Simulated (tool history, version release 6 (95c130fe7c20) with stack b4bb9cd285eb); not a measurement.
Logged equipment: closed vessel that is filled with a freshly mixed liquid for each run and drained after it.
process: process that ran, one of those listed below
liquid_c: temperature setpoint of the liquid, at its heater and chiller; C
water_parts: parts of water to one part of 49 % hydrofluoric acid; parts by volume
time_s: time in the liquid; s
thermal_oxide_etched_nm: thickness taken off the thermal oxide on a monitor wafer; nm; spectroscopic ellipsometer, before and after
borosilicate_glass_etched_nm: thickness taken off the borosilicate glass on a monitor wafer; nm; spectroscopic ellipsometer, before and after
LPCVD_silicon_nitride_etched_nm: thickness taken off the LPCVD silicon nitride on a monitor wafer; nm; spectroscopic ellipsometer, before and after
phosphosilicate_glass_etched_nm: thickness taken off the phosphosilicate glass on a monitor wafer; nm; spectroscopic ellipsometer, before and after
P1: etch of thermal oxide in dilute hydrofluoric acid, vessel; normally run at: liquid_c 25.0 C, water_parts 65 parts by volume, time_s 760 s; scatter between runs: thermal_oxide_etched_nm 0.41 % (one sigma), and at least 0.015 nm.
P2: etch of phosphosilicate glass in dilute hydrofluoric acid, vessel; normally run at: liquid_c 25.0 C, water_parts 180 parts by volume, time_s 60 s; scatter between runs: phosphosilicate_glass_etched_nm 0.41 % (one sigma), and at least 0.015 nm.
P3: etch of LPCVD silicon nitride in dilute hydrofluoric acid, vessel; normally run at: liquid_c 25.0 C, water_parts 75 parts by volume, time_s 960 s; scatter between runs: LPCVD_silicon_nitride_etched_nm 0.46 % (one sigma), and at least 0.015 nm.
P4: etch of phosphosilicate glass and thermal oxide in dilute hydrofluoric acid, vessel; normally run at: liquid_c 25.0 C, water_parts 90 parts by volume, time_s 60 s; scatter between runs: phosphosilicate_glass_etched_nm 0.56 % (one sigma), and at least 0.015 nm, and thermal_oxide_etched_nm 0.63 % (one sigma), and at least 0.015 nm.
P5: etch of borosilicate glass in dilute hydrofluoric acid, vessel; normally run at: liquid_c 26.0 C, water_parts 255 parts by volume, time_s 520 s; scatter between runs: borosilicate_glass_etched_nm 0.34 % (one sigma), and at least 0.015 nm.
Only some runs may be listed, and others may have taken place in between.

run,hour,process,liquid_c,water_parts,time_s,hours since the thermometer was replaced,hours since the hydrofluoric acid flow meter was replaced,thermal_oxide_etched_nm,borosilicate_glass_etched_nm,LPCVD_silicon_nitride_etched_nm,phosphosilicate_glass_etched_nm
1,9.6,P1,25.0,65,760,806.3,162.4,56.6770,,,
2,20.4,P5,33.0,255,520,817.1,173.2,,53.262,,
3,35.6,P1,21.5,105,760,832.3,188.4,29.0260,,,
4,43.7,P1,25.0,65,760,840.4,196.5,56.3600,,,
5,51.9,P3,25.0,140,960,848.6,204.7,,,3.45140,
6,60.3,P4,25.0,90,60,857.0,213.1,3.3615,,,62.910
7,69.2,P1,25.0,65,220,865.9,222.0,16.4240,,,
8,85.6,P1,25.0,65,1185,882.3,238.4,88.1910,,,
9,96.2,P1,25.0,65,760,892.9,249.0,56.2560,,,
# hour 97.4: thermometer replaced
10,114.2,P1,29.5,65,760,16.8,267.0,67.2840,,,
11,129.0,P1,28.5,100,760,31.6,281.8,40.5830,,,
12,143.0,P4,25.0,160,60,45.6,295.8,1.7375,,,32.366
13,151.1,P4,25.0,90,60,53.7,303.9,3.3358,,,62.313
14,167.3,P3,25.0,75,65,69.9,320.1,,,0.43487,
15,183.3,P5,26.0,40,520,85.9,336.1,,350.610,,
16,195.5,P5,26.0,255,520,98.1,348.3,,42.282,,
17,212.4,P2,29.5,180,60,115.0,365.2,,,,22.326
18,225.3,P5,26.0,255,1040,127.9,378.1,,84.716,,
19,234.6,P1,18.0,20,760,137.2,387.4,144.7400,,,
20,251.0,P1,25.0,65,760,153.6,403.8,56.4410,,,
21,261.8,P1,25.0,65,760,164.4,414.6,56.3290,,,
22,279.8,P1,25.0,110,760,182.4,432.6,31.5990,,,
23,294.8,P2,25.0,180,115,197.4,447.6,,,,36.638
24,308.8,P4,25.0,90,30,211.4,461.6,1.6601,,,31.307
25,322.5,P1,25.0,30,760,225.1,475.3,128.6900,,,
26,330.7,P2,25.0,180,60,233.3,483.5,,,,18.958
27,347.7,P1,18.5,65,760,250.3,500.5,43.3670,,,
28,359.2,P2,25.0,30,60,261.8,512.0,,,,136.620
29,370.5,P4,31.5,90,60,273.1,523.3,4.2747,,,80.227
30,381.7,P3,25.0,75,960,284.3,534.5,,,6.40300,
31,392.0,P3,33.0,75,960,294.6,544.8,,,10.66700,
32,402.0,P1,25.0,65,760,304.6,554.8,56.8090,,,
33,412.1,P1,25.0,65,760,314.7,564.9,54.8110,,,
34,423.8,P1,25.0,65,760,326.4,576.6,54.3060,,,
35,440.3,P1,25.0,65,760,342.9,593.1,53.4180,,,
36,448.5,P1,25.0,65,760,351.1,601.3,52.8380,,,
37,465.3,P1,25.0,65,760,367.9,618.1,52.5900,,,
38,476.2,P1,25.0,65,760,378.8,629.0,52.5570,,,
39,493.9,P1,25.0,65,760,396.5,646.7,52.5800,,,
40,507.1,P1,25.0,65,760,409.7,659.9,52.3600,,,
41,523.3,P1,25.0,65,760,425.9,676.1,52.2490,,,

P1 has crept away from where it was. The log is fitted equally well by each of these 2 causes, at the sizes shown:
A: hydrofluoric acid flow below the setpoint (%) = 6.99
B: liquid colder than its thermometer reads (K) = 1.95
Creep in the process output first set in at about hour 402.0.

The 4 check runs listed below each average the results of 3 wafers, and their outcomes are marked with question marks. Under which run would the listed causes produce clearly different results?
check 1,539.5,P4,28.5,90,60,,,?,,,?
check 2,539.5,P3,33.0,75,155,,,,,?,
check 3,539.5,P2,25.0,45,60,,,,,,?
check 4,539.5,P5,26.0,75,1015,,,,?,,

How each check would come out, cause by cause:
check,result,if A,if B
check 1,thermal_oxide_etched_nm,3.5428,3.5653
check 1,phosphosilicate_glass_etched_nm,66.273,66.694
check 2,LPCVD_silicon_nitride_etched_nm,1.59100,1.51500
check 3,phosphosilicate_glass_etched_nm,83.345,83.052
check 4,borosilicate_glass_etched_nm,320.680,321.320
How far apart the two closest causes lie, in the result that separates them most: check 1 0.63 %; check 2 4.89 %; check 3 0.35 %; check 4 0.2 %
The causes can be told apart only by check 2. The other checks would give nearly the same results under each of them.

Running check 2 produced the following: LPCVD_silicon_nitride_etched_nm 1.52450 nm. Which one of the listed causes fits?

It is B: liquid colder than its thermometer reads (K).

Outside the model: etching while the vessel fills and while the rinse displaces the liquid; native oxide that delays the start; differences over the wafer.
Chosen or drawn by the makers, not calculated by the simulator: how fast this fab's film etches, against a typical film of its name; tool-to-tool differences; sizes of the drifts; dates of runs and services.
